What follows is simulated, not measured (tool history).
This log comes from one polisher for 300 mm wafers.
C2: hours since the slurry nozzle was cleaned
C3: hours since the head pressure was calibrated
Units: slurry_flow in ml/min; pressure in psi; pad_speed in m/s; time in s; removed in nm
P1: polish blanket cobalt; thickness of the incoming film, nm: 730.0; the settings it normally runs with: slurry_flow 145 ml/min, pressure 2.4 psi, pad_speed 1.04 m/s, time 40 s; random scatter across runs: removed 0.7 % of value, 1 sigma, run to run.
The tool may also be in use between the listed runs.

{"run": 1, "hour": 8.2, "slurry_flow": 145, "pressure": 2.4, "pad_speed": 1.04, "time": 40, "wafers polished on this pad": 262, "C2": 250.2, "C3": 253.8, "removed": 228.55}
{"run": 2, "hour": 14.4, "slurry_flow": 220, "pressure": 2.4, "pad_speed": 1.04, "time": 40, "wafers polished on this pad": 314, "C2": 256.4, "C3": 260, "removed": 240.82}
{"run": 3, "hour": 21.9, "slurry_flow": 145, "pressure": 2.4, "pad_speed": 1.04, "time": 40, "wafers polished on this pad": 378, "C2": 263.9, "C3": 267.5, "removed": 229.05}
{"run": 4, "hour": 26.9, "slurry_flow": 145, "pressure": 2.4, "pad_speed": 1.04, "time": 40, "wafers polished on this pad": 421, "C2": 268.9, "C3": 272.5, "removed": 226.75}
{"run": 5, "hour": 32.8, "slurry_flow": 145, "pressure": 2.4, "pad_speed": 1.56, "time": 40, "wafers polished on this pad": 471, "C2": 274.8, "C3": 278.4, "removed": 339.68}
{"run": 6, "hour": 39.4, "slurry_flow": 220, "pressure": 2.4, "pad_speed": 1.04, "time": 29, "wafers polished on this pad": 527, "C2": 281.4, "C3": 285, "removed": 173.68}
{"run": 7, "hour": 48.3, "slurry_flow": 145, "pressure": 2.4, "pad_speed": 1.04, "time": 61, "wafers polished on this pad": 603, "C2": 290.3, "C3": 293.9, "removed": 346.76}
{"run": 8, "hour": 52.5, "slurry_flow": 85, "pressure": 2.4, "pad_speed": 1.04, "time": 40, "wafers polished on this pad": 638, "C2": 294.5, "C3": 298.1, "removed": 201.36}
{"run": 9, "hour": 59.3, "slurry_flow": 145, "pressure": 2.4, "pad_speed": 1.04, "time": 40, "wafers polished on this pad": 696, "C2": 301.3, "C3": 304.9, "removed": 225.59}
{"run": 10, "hour": 65.9, "slurry_flow": 145, "pressure": 3.5, "pad_speed": 1.04, "time": 40, "wafers polished on this pad": 752, "C2": 307.9, "C3": 311.5, "removed": 330.02}
{"run": 11, "hour": 72.4, "slurry_flow": 145, "pressure": 1.1, "pad_speed": 1.04, "time": 40, "wafers polished on this pad": 808, "C2": 314.4, "C3": 318, "removed": 103.07}
{"run": 12, "hour": 80.7, "slurry_flow": 145, "pressure": 2.4, "pad_speed": 0.54, "time": 40, "wafers polished on this pad": 878, "C2": 322.7, "C3": 326.3, "removed": 118.04}
{"run": 13, "hour": 89.7, "slurry_flow": 145, "pressure": 2.4, "pad_speed": 1.04, "time": 23, "wafers polished on this pad": 955, "C2": 331.7, "C3": 335.3, "removed": 129.96}
{"run": 14, "hour": 96.7, "slurry_flow": 85, "pressure": 2.4, "pad_speed": 1.04, "time": 21, "wafers polished on this pad": 1014, "C2": 338.7, "C3": 342.3, "removed": 105.02}
{"run": 15, "hour": 101.0, "slurry_flow": 145, "pressure": 2.4, "pad_speed": 1.04, "time": 40, "wafers polished on this pad": 1051, "C2": 343, "C3": 346.6, "removed": 227.59}
{"run": 16, "hour": 107.4, "slurry_flow": 145, "pressure": 2.4, "pad_speed": 1.04, "time": 40, "wafers polished on this pad": 1105, "C2": 349.4, "C3": 353, "removed": 217.03}
{"run": 17, "hour": 111.4, "slurry_flow": 145, "pressure": 2.4, "pad_speed": 1.04, "time": 40, "wafers polished on this pad": 1140, "C2": 353.4, "C3": 357, "removed": 216.02}
{"run": 18, "hour": 119.7, "slurry_flow": 145, "pressure": 2.4, "pad_speed": 1.04, "time": 40, "wafers polished on this pad": 1210, "C2": 361.7, "C3": 365.3, "removed": 213.66}
{"run": 19, "hour": 124.4, "slurry_flow": 145, "pressure": 2.4, "pad_speed": 1.04, "time": 40, "wafers polished on this pad": 1250, "C2": 366.4, "C3": 370, "removed": 213.54}
{"run": 20, "hour": 128.3, "slurry_flow": 145, "pressure": 2.4, "pad_speed": 1.04, "time": 40, "wafers polished on this pad": 1283, "C2": 370.3, "C3": 373.9, "removed": 208.35}
{"run": 21, "hour": 132.3, "slurry_flow": 145, "pressure": 2.4, "pad_speed": 1.04, "time": 40, "wafers polished on this pad": 1317, "C2": 374.3, "C3": 377.9, "removed": 207.28}
{"hour": 137.4, "done": "worn pad replaced by a new one"}
{"run": 22, "hour": 141.1, "slurry_flow": 145, "pressure": 2.4, "pad_speed": 1.04, "time": 40, "wafers polished on this pad": 32, "C2": 383.1, "C3": 386.7, "removed": 206.68}
{"run": 23, "hour": 149.8, "slurry_flow": 145, "pressure": 2.4, "pad_speed": 1.04, "time": 40, "wafers polished on this pad": 106, "C2": 391.8, "C3": 395.4, "removed": 207.25}
{"run": 24, "hour": 157.0, "slurry_flow": 145, "pressure": 2.4, "pad_speed": 1.04, "time": 40, "wafers polished on this pad": 167, "C2": 399, "C3": 402.6, "removed": 203.66}

Run 25, settings as shown, results not yet in. Your forecast:
{"run": 25, "hour": 164.7, "slurry_flow": 145, "pressure": 2.4, "pad_speed": 1.04, "time": 40, "wafers polished on this pad": 233, "C2": 406.7, "C3": 410.3, "removed": "?"}

removed: 205.51 nm

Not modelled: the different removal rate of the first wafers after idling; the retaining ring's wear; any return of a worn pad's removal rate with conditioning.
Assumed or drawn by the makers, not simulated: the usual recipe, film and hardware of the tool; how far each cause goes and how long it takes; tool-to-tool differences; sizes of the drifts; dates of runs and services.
